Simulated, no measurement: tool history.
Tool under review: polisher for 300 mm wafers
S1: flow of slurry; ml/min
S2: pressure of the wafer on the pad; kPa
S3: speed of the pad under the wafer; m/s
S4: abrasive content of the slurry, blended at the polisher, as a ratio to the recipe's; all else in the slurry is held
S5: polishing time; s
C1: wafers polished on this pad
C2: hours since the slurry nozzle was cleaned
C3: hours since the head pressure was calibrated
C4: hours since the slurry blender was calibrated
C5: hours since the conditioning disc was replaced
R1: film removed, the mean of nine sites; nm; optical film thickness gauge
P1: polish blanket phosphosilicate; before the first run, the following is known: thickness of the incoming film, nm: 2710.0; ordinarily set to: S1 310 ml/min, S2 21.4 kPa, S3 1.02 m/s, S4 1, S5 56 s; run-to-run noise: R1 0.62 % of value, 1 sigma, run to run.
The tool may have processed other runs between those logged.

Run 1, hour 4.9: S1 310 ml/min, S2 21.4 kPa, S3 1.02 m/s, S4 1, S5 56 s; C1 290; C2 126.9; C3 663; C4 78.2; C5 272.1. Result: R1 499.05 nm.
Run 2, hour 13.6: S1 310 ml/min, S2 21.4 kPa, S3 1.02 m/s, S4 1, S5 56 s; C1 402; C2 135.6; C3 671.7; C4 86.9; C5 280.8. Result: R1 495.65 nm.
Run 3, hour 24.1: S1 310 ml/min, S2 21.4 kPa, S3 1.02 m/s, S4 1, S5 25 s; C1 537; C2 146.1; C3 682.2; C4 97.4; C5 291.3. Result: R1 223.59 nm.
Run 4, hour 30: S1 310 ml/min, S2 21.4 kPa, S3 0.46 m/s, S4 1, S5 56 s; C1 613; C2 152; C3 688.1; C4 103.3; C5 297.2. Result: R1 264.65 nm.
Run 5, hour 39.7: S1 310 ml/min, S2 21.4 kPa, S3 1.36 m/s, S4 1, S5 56 s; C1 737; C2 161.7; C3 697.8; C4 113; C5 306.9. Result: R1 629.55 nm.
Run 6, hour 45.9: S1 395 ml/min, S2 21.4 kPa, S3 1.02 m/s, S4 1, S5 84 s; C1 817; C2 167.9; C3 704; C4 119.2; C5 313.1. Result: R1 774.74 nm.
At hour 51.5: slurry nozzle cleaned.
Run 7, hour 54.4: S1 310 ml/min, S2 9.7 kPa, S3 1.02 m/s, S4 1, S5 56 s; C1 926; C2 3; C3 712.5; C4 127.7; C5 321.6. Result: R1 226.51 nm.
Run 8, hour 62.8: S1 310 ml/min, S2 21.4 kPa, S3 1.02 m/s, S4 0.5, S5 56 s; C1 1034; C2 11.4; C3 720.9; C4 136.1; C5 330. Result: R1 346.64 nm.
Run 9, hour 67.8: S1 310 ml/min, S2 21.4 kPa, S3 1.02 m/s, S4 1, S5 71 s; C1 1099; C2 16.4; C3 725.9; C4 141.1; C5 335. Result: R1 634.69 nm.
Run 10, hour 77.6: S1 310 ml/min, S2 21.4 kPa, S3 1.02 m/s, S4 1, S5 56 s; C1 1225; C2 26.2; C3 735.7; C4 150.9; C5 344.8. Result: R1 502.3 nm.
Run 11, hour 84.9: S1 310 ml/min, S2 15.9 kPa, S3 1.6 m/s, S4 1, S5 56 s; C1 1318; C2 33.5; C3 743; C4 158.2; C5 352.1. Result: R1 539.49 nm.
Run 12, hour 91.8: S1 310 ml/min, S2 21.4 kPa, S3 1.02 m/s, S4 1, S5 56 s; C1 1407; C2 40.4; C3 749.9; C4 165.1; C5 359. Result: R1 499.84 nm.
Run 13, hour 98.3: S1 310 ml/min, S2 21.4 kPa, S3 1.02 m/s, S4 1, S5 56 s; C1 1491; C2 46.9; C3 756.4; C4 171.6; C5 365.5. Result: R1 504.46 nm.
Run 14, hour 106.7: S1 310 ml/min, S2 21.4 kPa, S3 1.02 m/s, S4 1, S5 56 s; C1 1599; C2 55.3; C3 764.8; C4 180; C5 373.9. Result: R1 503.36 nm.
Run 15, hour 113: S1 185 ml/min, S2 21.4 kPa, S3 1.02 m/s, S4 1, S5 56 s; C1 1680; C2 61.6; C3 771.1; C4 186.3; C5 380.2. Result: R1 473.36 nm.
Run 16, hour 118.4: S1 310 ml/min, S2 21.4 kPa, S3 1.02 m/s, S4 1.3, S5 56 s; C1 1749; C2 67; C3 776.5; C4 191.7; C5 385.6. Result: R1 555.24 nm.
Run 17, hour 123.4: S1 310 ml/min, S2 31.7 kPa, S3 1.02 m/s, S4 1, S5 56 s; C1 1813; C2 72; C3 781.5; C4 196.7; C5 390.6. Result: R1 747.34 nm.
Run 18, hour 133.3: S1 475 ml/min, S2 21.4 kPa, S3 1.02 m/s, S4 1, S5 56 s; C1 1941; C2 81.9; C3 791.4; C4 206.6; C5 400.5. Result: R1 514.15 nm.
Run 19, hour 139.9: S1 310 ml/min, S2 21.4 kPa, S3 1.02 m/s, S4 1, S5 56 s; C1 2025; C2 88.5; C3 798; C4 213.2; C5 407.1. Result: R1 497.05 nm.
Run 20, hour 148.3: S1 310 ml/min, S2 21.4 kPa, S3 1.02 m/s, S4 1, S5 56 s; C1 2133; C2 96.9; C3 806.4; C4 221.6; C5 415.5. Result: R1 486.95 nm.
Run 21, hour 158.2: S1 310 ml/min, S2 21.4 kPa, S3 1.02 m/s, S4 1, S5 56 s; C1 2261; C2 106.8; C3 816.3; C4 231.5; C5 425.4. Result: R1 476.03 nm.
Run 22, hour 165.9: S1 310 ml/min, S2 21.4 kPa, S3 1.02 m/s, S4 1, S5 56 s; C1 2360; C2 114.5; C3 824; C4 239.2; C5 433.1. Result: R1 472.29 nm.
At hour 170.6: conditioning disc replaced and pad reconditioned.
Run 23, hour 172.6: S1 310 ml/min, S2 21.4 kPa, S3 1.02 m/s, S4 1, S5 56 s; C1 2446; C2 121.2; C3 830.7; C4 245.9; C5 2. Result: R1 465.87 nm.
At hour 173.7: worn pad replaced by a new one.
At hour 181.7: slurry nozzle cleaned.
Run 24, hour 183.2: S1 310 ml/min, S2 21.4 kPa, S3 1.02 m/s, S4 1, S5 56 s; C1 122; C2 1.5; C3 841.3; C4 256.5; C5 12.6. Result: R1 465.84 nm.
Run 25, hour 189: S1 310 ml/min, S2 21.4 kPa, S3 1.02 m/s, S4 1, S5 56 s; C1 197; C2 7.3; C3 847.1; C4 262.3; C5 18.4. Result: R1 466.46 nm.
Run 26, hour 195.8: S1 310 ml/min, S2 21.4 kPa, S3 1.02 m/s, S4 1, S5 56 s; C1 284; C2 14.1; C3 853.9; C4 269.1; C5 25.2. Result: R1 458.86 nm.
Run 27, hour 206: S1 310 ml/min, S2 21.4 kPa, S3 1.02 m/s, S4 1, S5 56 s; C1 416; C2 24.3; C3 864.1; C4 279.3; C5 35.4. Result: R1 459.43 nm.
Run 28, hour 211: S1 310 ml/min, S2 21.4 kPa, S3 1.02 m/s, S4 1, S5 56 s; C1 480; C2 29.3; C3 869.1; C4 284.3; C5 40.4. Result: R1 458.73 nm.
Run 29, hour 219.6: S1 310 ml/min, S2 21.4 kPa, S3 1.02 m/s, S4 1, S5 56 s; C1 590; C2 37.9; C3 877.7; C4 292.9; C5 49. Result: R1 464.51 nm.

P1 has crept away from where it was. The log is fitted equally well by each of these 2 causes, at the sizes shown:
A: abrasive missing from the slurry, % = 15.8
B: head's pressure below its setpoint, % = 7.86
Creep in the process output first set in at about hour 139.9.
Each remaining cause and why it is not a fit:
removal rate lost through wear of the pad, %: serviced at hour 173.7, after the drift had started, without restoring the earlier output
slurry flow missing at the pad, %: serviced at hour 181.7, after the drift had started, without restoring the earlier output
time polished since the conditioner stopped cutting, s: serviced at hour 170.6, after the drift had started, without restoring the earlier output

The 4 check runs listed below each average the results of 3 wafers, and their outcomes are marked with question marks. Under which run would the listed causes produce clearly different results?
Run check 1, hour 228.2: S1 205 ml/min, S2 21.4 kPa, S3 1.02 m/s, S4 1, S5 29 s. Result: R1 ?.
Run check 2, hour 228.2: S1 235 ml/min, S2 21.4 kPa, S3 1.02 m/s, S4 1, S5 56 s. Result: R1 ?.
Run check 3, hour 228.2: S1 310 ml/min, S2 30.3 kPa, S3 0.56 m/s, S4 1, S5 56 s. Result: R1 ?.
Run check 4, hour 228.2: S1 445 ml/min, S2 21.4 kPa, S3 1.02 m/s, S4 0.55, S5 56 s. Result: R1 ?.

Predicted outcomes, by check and by cause:
  check  result    if A    if B
check 1      R1  228.52  228.52
check 2      R1  448.64  448.64
check 3      R1   405.2  405.19
check 4      R1  336.64  345.24
Gap, in per cent, between the two causes that each check separates least, read from the result that separates them most: check 1 0 %; check 2 0 %; check 3 0 %; check 4 2.52 %
The causes can be told apart only by check 4. The other checks would give nearly the same results under each of them.

Check 4 was then run and gave: R1 348.26 nm. Which cause is it?

The cause is B: head's pressure below its setpoint, %.
